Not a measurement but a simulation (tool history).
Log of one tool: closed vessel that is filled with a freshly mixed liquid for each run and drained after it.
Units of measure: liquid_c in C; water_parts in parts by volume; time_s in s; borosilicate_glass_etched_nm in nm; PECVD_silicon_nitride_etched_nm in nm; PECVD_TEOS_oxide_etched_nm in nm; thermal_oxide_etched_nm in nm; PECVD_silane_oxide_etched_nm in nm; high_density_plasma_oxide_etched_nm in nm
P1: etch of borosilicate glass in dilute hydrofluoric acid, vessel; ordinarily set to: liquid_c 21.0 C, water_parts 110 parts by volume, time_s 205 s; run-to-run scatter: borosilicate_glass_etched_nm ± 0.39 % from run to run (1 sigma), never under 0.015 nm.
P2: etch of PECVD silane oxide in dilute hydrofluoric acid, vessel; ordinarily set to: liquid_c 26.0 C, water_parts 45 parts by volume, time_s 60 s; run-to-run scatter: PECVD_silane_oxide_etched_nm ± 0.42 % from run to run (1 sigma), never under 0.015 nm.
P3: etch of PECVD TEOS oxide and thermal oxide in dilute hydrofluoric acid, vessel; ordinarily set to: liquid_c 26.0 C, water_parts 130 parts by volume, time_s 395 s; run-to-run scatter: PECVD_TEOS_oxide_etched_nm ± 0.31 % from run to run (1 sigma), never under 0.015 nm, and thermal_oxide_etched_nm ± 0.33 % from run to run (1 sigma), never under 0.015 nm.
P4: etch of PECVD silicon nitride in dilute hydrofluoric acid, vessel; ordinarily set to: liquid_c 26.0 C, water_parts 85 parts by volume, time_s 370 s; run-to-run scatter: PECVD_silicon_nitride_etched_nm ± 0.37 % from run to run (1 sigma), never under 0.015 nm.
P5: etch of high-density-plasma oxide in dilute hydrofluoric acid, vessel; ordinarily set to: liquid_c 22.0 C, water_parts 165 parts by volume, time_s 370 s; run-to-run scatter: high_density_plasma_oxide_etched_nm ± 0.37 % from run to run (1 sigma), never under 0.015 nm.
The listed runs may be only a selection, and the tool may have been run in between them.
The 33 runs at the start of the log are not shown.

| run | day | process | liquid_c | water_parts | time_s | borosilicate_glass_etched_nm | PECVD_silicon_nitride_etched_nm | PECVD_TEOS_oxide_etched_nm | thermal_oxide_etched_nm | PECVD_silane_oxide_etched_nm | high_density_plasma_oxide_etched_nm |
|---|---|---|---|---|---|---|---|---|---|---|---|
| 34 | 17.608 | P1 | 17.0 | 110 | 205 | 22.648 |  |  |  |  |  |
| 35 | 18.208 | P1 | 21.0 | 110 | 205 | 26.879 |  |  |  |  |  |
| 36 | 18.508 | P1 | 21.0 | 110 | 205 | 27.064 |  |  |  |  |  |
| 37 | 19.071 | P1 | 21.0 | 110 | 205 | 27.682 |  |  |  |  |  |
| 38 | 19.421 | P1 | 21.0 | 110 | 205 | 28.074 |  |  |  |  |  |
| 39 | 20.096 | P1 | 21.0 | 110 | 205 | 28.454 |  |  |  |  |  |
| 40 | 20.679 | P1 | 21.0 | 110 | 205 | 28.306 |  |  |  |  |  |
| 41 | 21.225 | P1 | 21.0 | 110 | 205 | 28.928 |  |  |  |  |  |
| 42 | 21.888 | P1 | 21.0 | 110 | 205 | 28.957 |  |  |  |  |  |
| 43 | 22.421 | P1 | 21.0 | 110 | 205 | 28.854 |  |  |  |  |  |
| 44 | 23.042 | P1 | 21.0 | 110 | 205 | 28.779 |  |  |  |  |  |
| 45 | 23.638 | P1 | 21.0 | 110 | 205 | 28.989 |  |  |  |  |  |

Run 46 is up next; what results do you expect?
| 46 | 24.288 | P1 | 21.0 | 110 | 205 | ? |  |  |  |  |  |

borosilicate_glass_etched_nm: 28.697 nm
